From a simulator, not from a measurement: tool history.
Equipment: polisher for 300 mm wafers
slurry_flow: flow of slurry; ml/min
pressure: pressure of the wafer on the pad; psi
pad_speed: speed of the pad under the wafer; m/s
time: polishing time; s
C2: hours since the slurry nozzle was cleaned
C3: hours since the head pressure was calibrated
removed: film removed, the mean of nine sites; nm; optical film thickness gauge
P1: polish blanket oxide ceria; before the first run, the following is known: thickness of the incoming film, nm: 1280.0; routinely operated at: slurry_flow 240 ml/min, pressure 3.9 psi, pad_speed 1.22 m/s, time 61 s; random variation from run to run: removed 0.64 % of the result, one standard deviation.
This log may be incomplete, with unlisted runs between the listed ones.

Run 1, day 0.467: slurry_flow 240 ml/min, pressure 3.9 psi, pad_speed 1.22 m/s, time 61 s; wafers polished on this pad 588; C2 567.6; C3 169.0. Result: removed 345.69 nm.
Run 2, day 1.171: slurry_flow 240 ml/min, pressure 3.9 psi, pad_speed 1.86 m/s, time 61 s; wafers polished on this pad 747; C2 584.5; C3 185.9. Result: removed 529.00 nm.
Run 3, day 1.892: slurry_flow 240 ml/min, pressure 3.9 psi, pad_speed 0.66 m/s, time 61 s; wafers polished on this pad 910; C2 601.8; C3 203.2. Result: removed 188.37 nm.
Run 4, day 2.238: slurry_flow 240 ml/min, pressure 3.9 psi, pad_speed 1.22 m/s, time 95 s; wafers polished on this pad 989; C2 610.1; C3 211.5. Result: removed 537.73 nm.
Run 5, day 2.617: slurry_flow 240 ml/min, pressure 3.9 psi, pad_speed 1.22 m/s, time 61 s; wafers polished on this pad 1075; C2 619.2; C3 220.6. Result: removed 349.09 nm.
Run 6, day 3.017: slurry_flow 240 ml/min, pressure 3.9 psi, pad_speed 1.66 m/s, time 32 s; wafers polished on this pad 1165; C2 628.8; C3 230.2. Result: removed 250.17 nm.
Run 7, day 3.600: slurry_flow 240 ml/min, pressure 3.9 psi, pad_speed 1.22 m/s, time 61 s; wafers polished on this pad 1298; C2 642.8; C3 244.2. Result: removed 345.91 nm.
Run 8, day 3.983: slurry_flow 380 ml/min, pressure 3.9 psi, pad_speed 1.22 m/s, time 61 s; wafers polished on this pad 1384; C2 652.0; C3 253.4. Result: removed 360.93 nm.
Run 9, day 4.396: slurry_flow 145 ml/min, pressure 3.9 psi, pad_speed 1.22 m/s, time 61 s; wafers polished on this pad 1478; C2 661.9; C3 263.3. Result: removed 325.34 nm.
Run 10, day 4.742: slurry_flow 240 ml/min, pressure 3.9 psi, pad_speed 1.22 m/s, time 61 s; wafers polished on this pad 1556; C2 670.2; C3 271.6. Result: removed 343.51 nm.
Run 11, day 5.150: slurry_flow 240 ml/min, pressure 5.7 psi, pad_speed 1.22 m/s, time 61 s; wafers polished on this pad 1649; C2 680.0; C3 281.4. Result: removed 505.73 nm.
Run 12, day 5.529: slurry_flow 240 ml/min, pressure 3.9 psi, pad_speed 1.22 m/s, time 61 s; wafers polished on this pad 1735; C2 689.1; C3 290.5. Result: removed 348.08 nm.
Run 13, day 5.929: slurry_flow 240 ml/min, pressure 1.8 psi, pad_speed 1.22 m/s, time 61 s; wafers polished on this pad 1825; C2 698.7; C3 300.1. Result: removed 160.33 nm.
At day 5.958: slurry nozzle cleaned.
Run 14, day 6.575: slurry_flow 240 ml/min, pressure 3.9 psi, pad_speed 1.22 m/s, time 29 s; wafers polished on this pad 1972; C2 14.8; C3 315.6. Result: removed 164.60 nm.
Run 15, day 6.996: slurry_flow 240 ml/min, pressure 3.9 psi, pad_speed 1.22 m/s, time 61 s; wafers polished on this pad 2067; C2 24.9; C3 325.7. Result: removed 345.24 nm.
Run 16, day 7.408: slurry_flow 240 ml/min, pressure 3.9 psi, pad_speed 1.22 m/s, time 61 s; wafers polished on this pad 2161; C2 34.8; C3 335.6. Result: removed 343.99 nm.
Run 17, day 7.958: slurry_flow 240 ml/min, pressure 3.9 psi, pad_speed 1.22 m/s, time 61 s; wafers polished on this pad 2285; C2 48.0; C3 348.8. Result: removed 342.46 nm.
Run 18, day 8.312: slurry_flow 240 ml/min, pressure 3.9 psi, pad_speed 1.22 m/s, time 61 s; wafers polished on this pad 2365; C2 56.5; C3 357.3. Result: removed 338.04 nm.
At day 8.808: worn pad replaced by a new one.
Run 19, day 8.921: slurry_flow 240 ml/min, pressure 3.9 psi, pad_speed 1.22 m/s, time 61 s; wafers polished on this pad 26; C2 71.1; C3 371.9. Result: removed 330.71 nm.
Run 20, day 9.258: slurry_flow 240 ml/min, pressure 3.9 psi, pad_speed 1.22 m/s, time 61 s; wafers polished on this pad 102; C2 79.2; C3 380.0. Result: removed 332.77 nm.
Run 21, day 9.933: slurry_flow 240 ml/min, pressure 3.9 psi, pad_speed 1.22 m/s, time 61 s; wafers polished on this pad 255; C2 95.4; C3 396.2. Result: removed 332.08 nm.

Forecast run 22:
Run 22, day 10.421: slurry_flow 240 ml/min, pressure 3.9 psi, pad_speed 1.22 m/s, time 61 s; wafers polished on this pad 366; C2 107.1; C3 407.9. Result: removed ?.

{"run 22": {"removed": 329.16}}

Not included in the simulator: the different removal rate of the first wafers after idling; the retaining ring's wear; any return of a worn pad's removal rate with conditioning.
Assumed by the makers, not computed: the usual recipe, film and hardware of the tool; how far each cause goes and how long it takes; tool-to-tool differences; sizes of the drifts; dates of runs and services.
